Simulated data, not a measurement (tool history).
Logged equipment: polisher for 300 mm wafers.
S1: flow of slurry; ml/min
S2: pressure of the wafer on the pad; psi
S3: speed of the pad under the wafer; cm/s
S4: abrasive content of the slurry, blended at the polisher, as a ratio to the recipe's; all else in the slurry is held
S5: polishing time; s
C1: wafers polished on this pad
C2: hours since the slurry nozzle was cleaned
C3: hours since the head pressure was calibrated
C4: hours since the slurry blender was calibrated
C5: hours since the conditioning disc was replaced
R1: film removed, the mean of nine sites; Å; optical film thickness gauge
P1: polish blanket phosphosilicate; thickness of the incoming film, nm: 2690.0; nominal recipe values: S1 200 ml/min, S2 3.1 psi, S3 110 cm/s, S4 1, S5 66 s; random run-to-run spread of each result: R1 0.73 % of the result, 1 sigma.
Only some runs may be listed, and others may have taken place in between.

{"run": 1, "day": 0.45, "S1": 200, "S2": 3.1, "S3": 110, "S4": 1, "S5": 66, "C1": 718, "C2": 53.5, "C3": 260.6, "C4": 111.5, "C5": 230.1, "R1": 6820}
{"run": 2, "day": 1.158, "S1": 315, "S2": 3.1, "S3": 110, "S4": 1, "S5": 66, "C1": 828, "C2": 70.5, "C3": 277.6, "C4": 128.5, "C5": 247.1, "R1": 7214.2}
{"run": 3, "day": 1.792, "S1": 200, "S2": 3.1, "S3": 110, "S4": 0.75, "S5": 33, "C1": 926, "C2": 85.7, "C3": 292.8, "C4": 143.7, "C5": 262.3, "R1": 2929.2}
{"run": 4, "day": 2.283, "S1": 200, "S2": 3.9, "S3": 110, "S4": 1, "S5": 49, "C1": 1002, "C2": 97.5, "C3": 304.6, "C4": 155.5, "C5": 274.1, "R1": 6380.4}
{"run": 5, "day": 3.042, "S1": 200, "S2": 1.4, "S3": 110, "S4": 1, "S5": 66, "C1": 1120, "C2": 115.7, "C3": 322.8, "C4": 173.7, "C5": 292.3, "R1": 3104.5}
{"run": 6, "day": 3.758, "S1": 200, "S2": 3.1, "S3": 110, "S4": 1, "S5": 66, "C1": 1231, "C2": 132.9, "C3": 340, "C4": 190.9, "C5": 309.5, "R1": 6798.8}
{"run": 7, "day": 4.4, "S1": 200, "S2": 3.1, "S3": 110, "S4": 1.5, "S5": 66, "C1": 1331, "C2": 148.3, "C3": 355.4, "C4": 206.3, "C5": 324.9, "R1": 8146.3}
{"run": 8, "day": 4.779, "S1": 200, "S2": 3.1, "S3": 110, "S4": 1, "S5": 66, "C1": 1390, "C2": 157.4, "C3": 364.5, "C4": 215.4, "C5": 334, "R1": 6811.1}
{"run": 9, "day": 5.4, "S1": 200, "S2": 3.1, "S3": 170, "S4": 1, "S5": 66, "C1": 1486, "C2": 172.3, "C3": 379.4, "C4": 230.3, "C5": 348.9, "R1": 9735.8}
{"run": 10, "day": 6.112, "S1": 200, "S2": 3.1, "S3": 110, "S4": 1, "S5": 104, "C1": 1596, "C2": 189.4, "C3": 396.5, "C4": 247.4, "C5": 366, "R1": 10613}
{"run": 11, "day": 6.6, "S1": 200, "S2": 3.1, "S3": 50, "S4": 1, "S5": 66, "C1": 1672, "C2": 201.1, "C3": 408.2, "C4": 259.1, "C5": 377.7, "R1": 3654}
{"run": 12, "day": 7.192, "S1": 200, "S2": 3.1, "S3": 110, "S4": 1, "S5": 66, "C1": 1764, "C2": 215.3, "C3": 422.4, "C4": 273.3, "C5": 391.9, "R1": 6830.5}
{"run": 13, "day": 7.571, "S1": 200, "S2": 4.4, "S3": 110, "S4": 1, "S5": 66, "C1": 1823, "C2": 224.4, "C3": 431.5, "C4": 282.4, "C5": 401, "R1": 9645.4}
{"run": 14, "day": 8.0, "S1": 200, "S2": 3.1, "S3": 110, "S4": 0.5, "S5": 66, "C1": 1889, "C2": 234.7, "C3": 441.8, "C4": 292.7, "C5": 411.3, "R1": 4744.9}
{"run": 15, "day": 8.654, "S1": 200, "S2": 3.1, "S3": 110, "S4": 1, "S5": 30, "C1": 1991, "C2": 250.4, "C3": 457.5, "C4": 308.4, "C5": 427, "R1": 3072.4}
{"run": 16, "day": 9.246, "S1": 200, "S2": 3.1, "S3": 110, "S4": 1, "S5": 66, "C1": 2082, "C2": 264.6, "C3": 471.7, "C4": 322.6, "C5": 441.2, "R1": 6907.5}
{"day": 9.312, "done": "slurry nozzle cleaned"}
{"run": 17, "day": 9.821, "S1": 120, "S2": 3.1, "S3": 110, "S4": 1, "S5": 66, "C1": 2172, "C2": 12.2, "C3": 485.5, "C4": 336.4, "C5": 455, "R1": 6208}
{"run": 18, "day": 10.546, "S1": 275, "S2": 3.1, "S3": 110, "S4": 1, "S5": 48, "C1": 2284, "C2": 29.6, "C3": 502.9, "C4": 353.8, "C5": 472.4, "R1": 5159.1}
{"run": 19, "day": 11.321, "S1": 200, "S2": 3.1, "S3": 110, "S4": 1, "S5": 66, "C1": 2404, "C2": 48.2, "C3": 521.5, "C4": 372.4, "C5": 491, "R1": 6745.7}
{"run": 20, "day": 11.996, "S1": 200, "S2": 3.1, "S3": 110, "S4": 1, "S5": 66, "C1": 2509, "C2": 64.4, "C3": 537.7, "C4": 388.6, "C5": 507.2, "R1": 6959.6}
{"run": 21, "day": 12.475, "S1": 200, "S2": 3.1, "S3": 110, "S4": 1, "S5": 66, "C1": 2583, "C2": 75.9, "C3": 549.2, "C4": 400.1, "C5": 518.7, "R1": 6583.6}
{"run": 22, "day": 12.825, "S1": 200, "S2": 3.1, "S3": 110, "S4": 1, "S5": 66, "C1": 2638, "C2": 84.3, "C3": 557.6, "C4": 408.5, "C5": 527.1, "R1": 6383.9}
{"run": 23, "day": 13.217, "S1": 200, "S2": 3.1, "S3": 110, "S4": 1, "S5": 66, "C1": 2698, "C2": 93.7, "C3": 567, "C4": 417.9, "C5": 536.5, "R1": 6308}
{"day": 13.342, "done": "worn pad replaced by a new one"}
{"day": 13.788, "done": "conditioning disc replaced and pad reconditioned"}
{"run": 24, "day": 13.838, "S1": 200, "S2": 3.1, "S3": 110, "S4": 1, "S5": 66, "C1": 77, "C2": 108.6, "C3": 581.9, "C4": 432.8, "C5": 1.3, "R1": 6200.7}
{"day": 14.104, "done": "slurry nozzle cleaned"}
{"run": 25, "day": 14.346, "S1": 200, "S2": 3.1, "S3": 110, "S4": 1, "S5": 66, "C1": 156, "C2": 5.9, "C3": 594.1, "C4": 445, "C5": 13.5, "R1": 6165.5}
{"run": 26, "day": 15.05, "S1": 200, "S2": 3.1, "S3": 110, "S4": 1, "S5": 66, "C1": 265, "C2": 22.8, "C3": 611, "C4": 461.9, "C5": 30.4, "R1": 6219}
{"run": 27, "day": 15.596, "S1": 200, "S2": 3.1, "S3": 110, "S4": 1, "S5": 66, "C1": 350, "C2": 35.9, "C3": 624.1, "C4": 475, "C5": 43.5, "R1": 6215.7}

P1 no longer gives what it gave before; its output has crept away from where it was. The following 2 causes, each at its listed size, fit the log equally well:
A: head's pressure below its setpoint, % = 9.91
B: abrasive missing from the slurry, % = 19.5
At approximately day 11.996, the process output began to creep.
What rules out each remaining cause:
removal rate lost through wear of the pad, %: serviced after onset, at day 13.342, with no recovery of the prior output
slurry flow missing at the pad, %: serviced after onset, at day 14.104, with no recovery of the prior output
time polished since the conditioner stopped cutting, s: serviced after onset, at day 13.788, with no recovery of the prior output

4 check runs are offered, each on 3 wafers whose results are averaged, their results left as question marks. Which one tells the causes apart?
{"run": "check 1", "day": 16.142, "S1": 200, "S2": 3.1, "S3": 110, "S4": 0.55, "S5": 66, "R1": "?"}
{"run": "check 2", "day": 16.142, "S1": 150, "S2": 3.1, "S3": 110, "S4": 1, "S5": 35, "R1": "?"}
{"run": "check 3", "day": 16.142, "S1": 305, "S2": 3.1, "S3": 50, "S4": 1, "S5": 66, "R1": "?"}
{"run": "check 4", "day": 16.142, "S1": 150, "S2": 2.3, "S3": 110, "S4": 1, "S5": 66, "R1": "?"}

What every check run would give for each of its results, assuming each possible cause in turn:
check=check_1 result=R1 if_A=4482.7 if_B=4342.2
check=check_2 result=R1 if_A=3123.4 if_B=3123.1
check=check_3 result=R1 if_A=3425.2 if_B=3424.8
check=check_4 result=R1 if_A=4369.8 if_B=4369.4
Distance between the nearest two causes, measured in the result of the check that separates them most: check 1 3.19 %; check 2 0.01 %; check 3 0.01 %; check 4 0.01 %
Only check 1 tells the causes apart: in the others they would give nearly the same result.

With check 1 done, the readings were: R1 4334.4 Å. Identify which of the listed causes applies.

The cause is B: abrasive missing from the slurry, %.
